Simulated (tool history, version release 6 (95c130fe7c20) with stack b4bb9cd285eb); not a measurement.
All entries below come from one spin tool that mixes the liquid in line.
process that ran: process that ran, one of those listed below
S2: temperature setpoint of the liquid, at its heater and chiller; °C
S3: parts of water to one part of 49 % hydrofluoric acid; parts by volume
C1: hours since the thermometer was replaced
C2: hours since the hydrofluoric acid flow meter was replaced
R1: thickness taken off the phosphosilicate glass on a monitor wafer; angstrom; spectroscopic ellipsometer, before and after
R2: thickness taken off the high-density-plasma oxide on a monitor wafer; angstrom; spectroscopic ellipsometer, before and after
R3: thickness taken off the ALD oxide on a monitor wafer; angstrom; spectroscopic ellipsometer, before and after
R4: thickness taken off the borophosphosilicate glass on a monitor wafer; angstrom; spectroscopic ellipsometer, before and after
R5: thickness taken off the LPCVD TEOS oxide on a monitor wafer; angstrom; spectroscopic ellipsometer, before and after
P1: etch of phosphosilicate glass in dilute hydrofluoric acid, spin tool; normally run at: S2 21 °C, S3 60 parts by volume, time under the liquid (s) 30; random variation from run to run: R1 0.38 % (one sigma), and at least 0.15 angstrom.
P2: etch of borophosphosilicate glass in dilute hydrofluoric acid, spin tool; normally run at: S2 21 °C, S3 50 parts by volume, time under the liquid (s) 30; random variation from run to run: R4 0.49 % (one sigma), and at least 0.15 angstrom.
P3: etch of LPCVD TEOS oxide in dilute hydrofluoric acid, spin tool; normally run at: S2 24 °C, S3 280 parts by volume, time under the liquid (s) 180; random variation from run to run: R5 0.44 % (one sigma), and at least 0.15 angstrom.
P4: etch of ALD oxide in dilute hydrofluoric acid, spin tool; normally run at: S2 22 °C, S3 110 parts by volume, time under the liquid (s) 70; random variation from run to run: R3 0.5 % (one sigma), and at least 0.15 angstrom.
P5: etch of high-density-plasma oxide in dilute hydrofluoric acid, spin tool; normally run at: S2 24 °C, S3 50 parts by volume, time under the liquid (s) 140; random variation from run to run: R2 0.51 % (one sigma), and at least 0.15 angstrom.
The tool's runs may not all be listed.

Run 1, hour 13.1: process that ran P1, S2 21 °C, S3 60 parts by volume, time under the liquid (s) 30; C1 1750.5; C2 546.5. Result: R1 350.4 angstrom.
Run 2, hour 24.5: process that ran P5, S2 24 °C, S3 50 parts by volume, time under the liquid (s) 140; C1 1761.9; C2 557.9. Result: R2 218.53 angstrom.
Run 3, hour 35.1: process that ran P1, S2 21 °C, S3 60 parts by volume, time under the liquid (s) 30; C1 1772.5; C2 568.5. Result: R1 348.97 angstrom.
Run 4, hour 42.3: process that ran P4, S2 18 °C, S3 110 parts by volume, time under the liquid (s) 70; C1 1779.7; C2 575.7. Result: R3 115.25 angstrom.
Run 5, hour 50.9: process that ran P1, S2 21 °C, S3 60 parts by volume, time under the liquid (s) 30; C1 1788.3; C2 584.3. Result: R1 350.04 angstrom.
Run 6, hour 64.5: process that ran P4, S2 22 °C, S3 175 parts by volume, time under the liquid (s) 70; C1 1801.9; C2 597.9. Result: R3 79.895 angstrom.
Run 7, hour 78.4: process that ran P2, S2 21 °C, S3 50 parts by volume, time under the liquid (s) 30; C1 1815.8; C2 611.8. Result: R4 235.32 angstrom.
Run 8, hour 91.9: process that ran P2, S2 21 °C, S3 75 parts by volume, time under the liquid (s) 30; C1 1829.3; C2 625.3. Result: R4 151.33 angstrom.
Run 9, hour 101.5: process that ran P1, S2 21 °C, S3 90 parts by volume, time under the liquid (s) 30; C1 1838.9; C2 634.9. Result: R1 222.96 angstrom.
Run 10, hour 108.8: process that ran P1, S2 17 °C, S3 60 parts by volume, time under the liquid (s) 30; C1 1846.2; C2 642.2. Result: R1 292.64 angstrom.
Run 11, hour 116.5: process that ran P2, S2 17 °C, S3 50 parts by volume, time under the liquid (s) 30; C1 1853.9; C2 649.9. Result: R4 197.62 angstrom.
Run 12, hour 129.9: process that ran P2, S2 21 °C, S3 50 parts by volume, time under the liquid (s) 15; C1 1867.3; C2 663.3. Result: R4 116.57 angstrom.
Run 13, hour 140.8: process that ran P1, S2 25.5 °C, S3 60 parts by volume, time under the liquid (s) 30; C1 1878.2; C2 674.2. Result: R1 419.12 angstrom.
Run 14, hour 149.5: process that ran P3, S2 24 °C, S3 280 parts by volume, time under the liquid (s) 180; C1 1886.9; C2 682.9. Result: R5 116.59 angstrom.
Run 15, hour 162.4: process that ran P3, S2 24 °C, S3 130 parts by volume, time under the liquid (s) 180; C1 1899.8; C2 695.8. Result: R5 293.9 angstrom.
Run 16, hour 169: process that ran P4, S2 22 °C, S3 110 parts by volume, time under the liquid (s) 70; C1 1906.4; C2 702.4. Result: R3 135.53 angstrom.
Run 17, hour 176.5: process that ran P3, S2 20 °C, S3 280 parts by volume, time under the liquid (s) 180; C1 1913.9; C2 709.9. Result: R5 100.17 angstrom.
At hour 185.3: thermometer replaced.
Run 18, hour 188.4: process that ran P5, S2 20 °C, S3 50 parts by volume, time under the liquid (s) 140; C1 3.1; C2 721.8. Result: R2 185.7 angstrom.
Run 19, hour 197.6: process that ran P1, S2 21 °C, S3 35 parts by volume, time under the liquid (s) 15; C1 12.3; C2 731. Result: R1 307.86 angstrom.
Run 20, hour 206.9: process that ran P1, S2 21 °C, S3 60 parts by volume, time under the liquid (s) 60; C1 21.6; C2 740.3. Result: R1 696.91 angstrom.
Run 21, hour 220.1: process that ran P5, S2 24 °C, S3 20 parts by volume, time under the liquid (s) 140; C1 34.8; C2 753.5. Result: R2 575.95 angstrom.
Run 22, hour 233.1: process that ran P4, S2 22 °C, S3 110 parts by volume, time under the liquid (s) 70; C1 47.8; C2 766.5. Result: R3 134.27 angstrom.
Run 23, hour 244.9: process that ran P5, S2 24 °C, S3 50 parts by volume, time under the liquid (s) 25; C1 59.6; C2 778.3. Result: R2 39.634 angstrom.
Run 24, hour 251.9: process that ran P3, S2 24 °C, S3 280 parts by volume, time under the liquid (s) 180; C1 66.6; C2 785.3. Result: R5 115.93 angstrom.
Run 25, hour 264.4: process that ran P1, S2 21 °C, S3 35 parts by volume, time under the liquid (s) 30; C1 79.1; C2 797.8. Result: R1 614.71 angstrom.
Run 26, hour 274: process that ran P1, S2 21 °C, S3 60 parts by volume, time under the liquid (s) 30; C1 88.7; C2 807.4. Result: R1 348.46 angstrom.
Run 27, hour 287.5: process that ran P3, S2 24 °C, S3 280 parts by volume, time under the liquid (s) 55; C1 102.2; C2 820.9. Result: R5 35.493 angstrom.
Run 28, hour 294.6: process that ran P4, S2 22 °C, S3 110 parts by volume, time under the liquid (s) 40; C1 109.3; C2 828. Result: R3 77.07 angstrom.
Run 29, hour 307.8: process that ran P1, S2 21 °C, S3 60 parts by volume, time under the liquid (s) 15; C1 122.5; C2 841.2. Result: R1 174.75 angstrom.
Run 30, hour 318.6: process that ran P1, S2 21 °C, S3 60 parts by volume, time under the liquid (s) 30; C1 133.3; C2 852. Result: R1 346.06 angstrom.
Run 31, hour 328.4: process that ran P1, S2 21 °C, S3 60 parts by volume, time under the liquid (s) 30; C1 143.1; C2 861.8. Result: R1 348.69 angstrom.
Run 32, hour 339.7: process that ran P1, S2 21 °C, S3 60 parts by volume, time under the liquid (s) 30; C1 154.4; C2 873.1. Result: R1 334.95 angstrom.

What does the tool deliver on the next run?
Run 33, hour 352.4: process that ran P1, S2 21 °C, S3 60 parts by volume, time under the liquid (s) 30; C1 167.1; C2 885.8. Result: R1 ?.

R1: 325.33 angstrom
